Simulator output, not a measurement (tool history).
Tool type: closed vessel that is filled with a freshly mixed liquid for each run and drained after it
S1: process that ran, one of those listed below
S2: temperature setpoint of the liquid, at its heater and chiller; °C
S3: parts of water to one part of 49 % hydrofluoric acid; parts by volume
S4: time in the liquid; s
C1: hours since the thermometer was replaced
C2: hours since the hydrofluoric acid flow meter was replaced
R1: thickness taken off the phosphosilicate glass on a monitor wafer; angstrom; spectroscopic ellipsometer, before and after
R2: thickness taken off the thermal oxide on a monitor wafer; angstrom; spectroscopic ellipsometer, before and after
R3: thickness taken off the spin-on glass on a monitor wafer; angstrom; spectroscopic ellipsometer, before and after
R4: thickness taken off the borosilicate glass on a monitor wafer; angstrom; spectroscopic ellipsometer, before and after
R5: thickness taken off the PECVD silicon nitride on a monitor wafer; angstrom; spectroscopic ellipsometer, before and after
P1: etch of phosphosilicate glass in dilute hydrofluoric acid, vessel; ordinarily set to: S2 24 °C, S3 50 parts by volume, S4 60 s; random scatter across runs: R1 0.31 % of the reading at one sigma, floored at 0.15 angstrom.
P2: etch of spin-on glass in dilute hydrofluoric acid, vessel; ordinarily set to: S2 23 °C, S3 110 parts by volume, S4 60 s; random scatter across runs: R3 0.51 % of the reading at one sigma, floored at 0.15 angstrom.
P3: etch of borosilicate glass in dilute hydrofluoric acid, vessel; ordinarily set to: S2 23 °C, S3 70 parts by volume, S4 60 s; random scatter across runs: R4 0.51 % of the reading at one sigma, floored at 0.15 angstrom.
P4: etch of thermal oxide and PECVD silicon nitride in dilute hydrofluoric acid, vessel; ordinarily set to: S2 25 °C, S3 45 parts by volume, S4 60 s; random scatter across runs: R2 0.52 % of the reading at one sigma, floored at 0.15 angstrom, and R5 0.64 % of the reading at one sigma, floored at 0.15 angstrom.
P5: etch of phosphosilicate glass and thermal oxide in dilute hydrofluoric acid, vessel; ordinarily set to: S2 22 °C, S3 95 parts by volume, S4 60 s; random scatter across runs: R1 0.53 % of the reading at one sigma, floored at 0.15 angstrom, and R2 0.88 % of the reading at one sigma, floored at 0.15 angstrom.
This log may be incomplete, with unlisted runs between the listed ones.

run	day	S1	S2	S3	S4	C1	C2	R1	R2	R3	R4	R5
1	0.404	P1	24	50	60	809.3	699.3	2136.8				
2	0.862	P5	22	165	60	820.3	710.3	184.7	14.669			
3	1.333	P5	17	95	60	831.6	721.6	287.72	22.068			
4	1.704	P2	17	110	60	840.5	730.5			91.397		
5	2.108	P3	23	70	60	850.2	740.2				297.55	
6	2.467	P2	23	185	60	858.8	748.8			63.277		
7	2.942	P1	28	50	60	870.2	760.2	2512.1				
8	3.417	P4	31.5	45	60	881.6	771.6		91.561			51.47
9	4.046	P1	24	50	60	896.7	786.7	2148.4				
10	4.596	P1	24	20	60	909.9	799.9	5553.7				
11	5.1	P5	22	95	60	922	812	354.01	27.87			
12	5.654	P1	24	50	60	935.3	825.3	2133.6				
13	6.225	P1	24	75	60	949	839	1384.3				
14	6.812	P1	24	50	60	963.1	853.1	2155				
15	7.408	P2	23	110	60	977.4	867.4			116.51		
16	7.888	P4	25	45	60	988.9	878.9		70.674			33.546
17	8.279	P1	24	50	100	998.3	888.3	3573.8				
18	8.629	P1	24	50	30	1006.7	896.7	1070.1				
19	9.092	P3	30.5	70	60	1017.8	907.8				399.87	
20	9.558	P4	25	45	30	1029	919		35.014			16.55
21	10.083	P4	25	30	60	1041.6	931.6		108.44			49.911
22	10.367	P1	18.5	50	60	1048.4	938.4	1699.4				
23	10.908	P1	24	90	30	1061.4	951.4	564.4				
24	11.308	P5	22	95	110	1071	961	644.65	50.869			
25	11.642	P3	23	70	100	1079	969				493.03	
26	12.108	P5	22	95	60	1090.2	980.2	352.1	27.257			
27	12.462	P2	23	110	105	1098.7	988.7			203.24		
28	12.908	P1	24	50	60	1109.4	999.4	2133.3				
29	13.371	P3	23	20	60	1120.5	1010.5				1123.9	
30	13.808	P1	24	50	60	1131	1021	2154.9				
31	14.192	P1	24	50	60	1140.2	1030.2	2073.8				
32	14.821	P1	24	50	60	1155.3	1045.3	2000.8				
33	15.379	P1	24	50	60	1168.7	1058.7	1961.1				
34	15.983	P1	24	50	60	1183.2	1073.2	1955.5				
35	16.308	P1	24	50	60	1191	1081	1952.5				
36	16.712	P1	24	50	60	1200.7	1090.7	1938.9				
37	17.117	P1	24	50	60	1210.4	1100.4	1936.9				

What P1 gives has crept off from where it sat before. The 2 causes that follow fit the log equally well, each at the size noted:
A: hydrofluoric acid flow below the setpoint (%) = 8.93
B: liquid colder than its thermometer reads (K) = 2.41
The onset of the drift is placed at about day 13.808.

4 check runs are offered, each on 2 wafers whose results are averaged, their results left as question marks. Which one tells the causes apart?
check 1	17.521	P5	17	135	60			?	?			
check 2	17.521	P3	29	20	60						?	
check 3	17.521	P2	18	110	60					?		
check 4	17.521	P4	25	45	35				?			?

Outcome of each check run for each possible cause:
check	result	if A	if B
check 1	R1	174.09	175.1
check 1	R2	13.622	13.701
check 2	R4	1299.7	1296.5
check 3	R3	85.724	86.027
check 4	R2	37.315	37.307
check 4	R5	17.834	16.602
Per-check spread between the two closest causes, in the result where they differ most: check 1 0.57 %; check 2 0.25 %; check 3 0.35 %; check 4 7.16 %
Check 4 is the one run that separates the causes; every other check would come out nearly the same whichever cause is at work.

After running check 4, the following was obtained: R2 37.378 angstrom; R5 17.741 angstrom. Which cause does this point to?

It was cause A: hydrofluoric acid flow below the setpoint (%).
